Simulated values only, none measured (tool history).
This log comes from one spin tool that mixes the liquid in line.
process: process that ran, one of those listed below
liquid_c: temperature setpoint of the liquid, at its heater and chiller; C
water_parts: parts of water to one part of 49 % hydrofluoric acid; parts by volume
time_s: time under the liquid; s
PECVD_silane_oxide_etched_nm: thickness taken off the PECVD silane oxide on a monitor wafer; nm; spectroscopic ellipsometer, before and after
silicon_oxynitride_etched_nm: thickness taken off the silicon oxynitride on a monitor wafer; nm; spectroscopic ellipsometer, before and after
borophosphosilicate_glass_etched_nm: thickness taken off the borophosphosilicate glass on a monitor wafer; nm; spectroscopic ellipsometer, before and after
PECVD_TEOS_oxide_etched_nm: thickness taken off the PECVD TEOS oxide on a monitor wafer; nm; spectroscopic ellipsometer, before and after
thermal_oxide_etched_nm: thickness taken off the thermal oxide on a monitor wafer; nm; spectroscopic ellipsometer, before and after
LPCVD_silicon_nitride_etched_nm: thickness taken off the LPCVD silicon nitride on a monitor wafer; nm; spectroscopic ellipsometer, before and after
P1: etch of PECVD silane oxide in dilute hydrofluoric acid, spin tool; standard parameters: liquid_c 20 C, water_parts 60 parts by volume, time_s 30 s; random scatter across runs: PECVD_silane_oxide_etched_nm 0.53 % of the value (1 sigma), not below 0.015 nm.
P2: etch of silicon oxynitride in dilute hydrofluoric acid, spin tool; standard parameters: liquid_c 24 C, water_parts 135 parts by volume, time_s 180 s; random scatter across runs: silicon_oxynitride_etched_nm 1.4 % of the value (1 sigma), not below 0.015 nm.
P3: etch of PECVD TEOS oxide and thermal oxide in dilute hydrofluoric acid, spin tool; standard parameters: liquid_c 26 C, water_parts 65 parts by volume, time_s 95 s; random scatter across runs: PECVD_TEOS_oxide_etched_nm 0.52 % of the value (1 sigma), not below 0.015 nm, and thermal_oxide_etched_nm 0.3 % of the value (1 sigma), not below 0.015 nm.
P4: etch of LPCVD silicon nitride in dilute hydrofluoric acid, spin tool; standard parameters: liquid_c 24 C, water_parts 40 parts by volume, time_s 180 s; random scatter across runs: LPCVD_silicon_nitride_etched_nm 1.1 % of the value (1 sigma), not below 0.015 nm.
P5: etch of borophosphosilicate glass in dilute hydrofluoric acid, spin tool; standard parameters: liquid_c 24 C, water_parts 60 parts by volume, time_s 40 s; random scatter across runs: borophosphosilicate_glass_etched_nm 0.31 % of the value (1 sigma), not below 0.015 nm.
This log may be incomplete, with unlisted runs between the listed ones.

run,day,process,liquid_c,water_parts,time_s,PECVD_silane_oxide_etched_nm,silicon_oxynitride_etched_nm,borophosphosilicate_glass_etched_nm,PECVD_TEOS_oxide_etched_nm,thermal_oxide_etched_nm,LPCVD_silicon_nitride_etched_nm
1,0.288,P1,20,60,30,22.354,,,,,
2,0.458,P1,20,60,30,22.181,,,,,
3,0.608,P2,19.5,135,180,,1.5049,,,,
4,0.792,P1,20,60,30,22.011,,,,,
5,0.958,P2,24,135,355,,3.6019,,,,
# day 1.05: thermometer replaced
6,1.129,P5,24,60,40,,,17.195,,,
7,1.296,P1,17,60,30,19.485,,,,,
8,1.446,P1,20,100,30,12.632,,,,,
9,1.704,P1,20,90,50,23.828,,,,,
10,1.933,P2,24,135,180,,1.8901,,,,
11,2.1,P3,26,65,95,,,,26.28,7.6372,
12,2.317,P3,18.5,65,95,,,,19.008,5.5879,
13,2.504,P3,26,65,140,,,,38.478,11.263,
14,2.788,P2,24,225,180,,1.0579,,,,
15,3.025,P1,20,20,30,69.56,,,,,
16,3.208,P1,20,60,15,11.06,,,,,
17,3.362,P4,24,55,180,,,,,,1.6044
18,3.525,P4,17.5,40,180,,,,,,1.3831
# day 3.696: hydrofluoric acid flow meter replaced
19,3.771,P5,31,60,40,,,22.618,,,
20,4.008,P4,24,40,180,,,,,,2.1647
21,4.279,P1,26,60,30,28.429,,,,,
22,4.492,P5,24,30,40,,,35.794,,,
23,4.646,P3,26,20,95,,,,89.73,26.299,
24,4.838,P1,20,60,55,40.611,,,,,
25,5.058,P1,20,60,30,22.166,,,,,
26,5.358,P5,24,60,15,,,6.4407,,,
27,5.642,P4,24,40,350,,,,,,4.3251
28,5.904,P4,24,40,180,,,,,,2.1546
29,6.192,P1,20,60,30,22.334,,,,,
30,6.446,P1,20,60,30,21.573,,,,,
31,6.579,P1,20,60,30,21.37,,,,,
32,6.883,P1,20,60,30,21.253,,,,,
33,7.192,P1,20,60,30,20.871,,,,,
34,7.383,P1,20,60,30,20.995,,,,,
35,7.604,P1,20,60,30,20.839,,,,,
36,7.875,P1,20,60,30,21.001,,,,,
37,8.133,P1,20,60,30,20.996,,,,,
38,8.446,P1,20,60,30,20.794,,,,,

What P1 gives has crept away from where it was. These 2 causes fit the log equally well, each at the size given:
A: hydrofluoric acid flow below the setpoint (%) = 5.46
B: liquid colder than its thermometer reads (K) = 1.43
The onset of the drift is placed at about day 6.192.

Each of the check runs listed below is run on 5 wafers and reports their average, with the results left as question marks. Pick the one under which the possible causes would lead to clearly different results.
check 1,8.758,P3,26,65,95,,,,?,?,
check 2,8.758,P2,24,135,180,,?,,,,
check 3,8.758,P4,24,40,180,,,,,,?
check 4,8.758,P5,24,60,40,,,?,,,

Outcome of each check run for each possible cause:
check,result,if A,if B
check 1,PECVD_TEOS_oxide_etched_nm,24.429,24.518
check 1,thermal_oxide_etched_nm,7.1515,7.1776
check 2,silicon_oxynitride_etched_nm,1.7404,1.7331
check 3,LPCVD_silicon_nitride_etched_nm,2.0692,1.9827
check 4,borophosphosilicate_glass_etched_nm,16.17,16.203
Per-check spread between the two closest causes, in the result where they differ most: check 1 0.36 %; check 2 0.42 %; check 3 4.27 %; check 4 0.2 %
Of the check runs offered, only check 3 discriminates between the causes; the rest would read about the same regardless of which cause applies.

Here is what check 3 returned: LPCVD_silicon_nitride_etched_nm 1.9791 nm. Which cause is it?

B is the cause: liquid colder than its thermometer reads (K).

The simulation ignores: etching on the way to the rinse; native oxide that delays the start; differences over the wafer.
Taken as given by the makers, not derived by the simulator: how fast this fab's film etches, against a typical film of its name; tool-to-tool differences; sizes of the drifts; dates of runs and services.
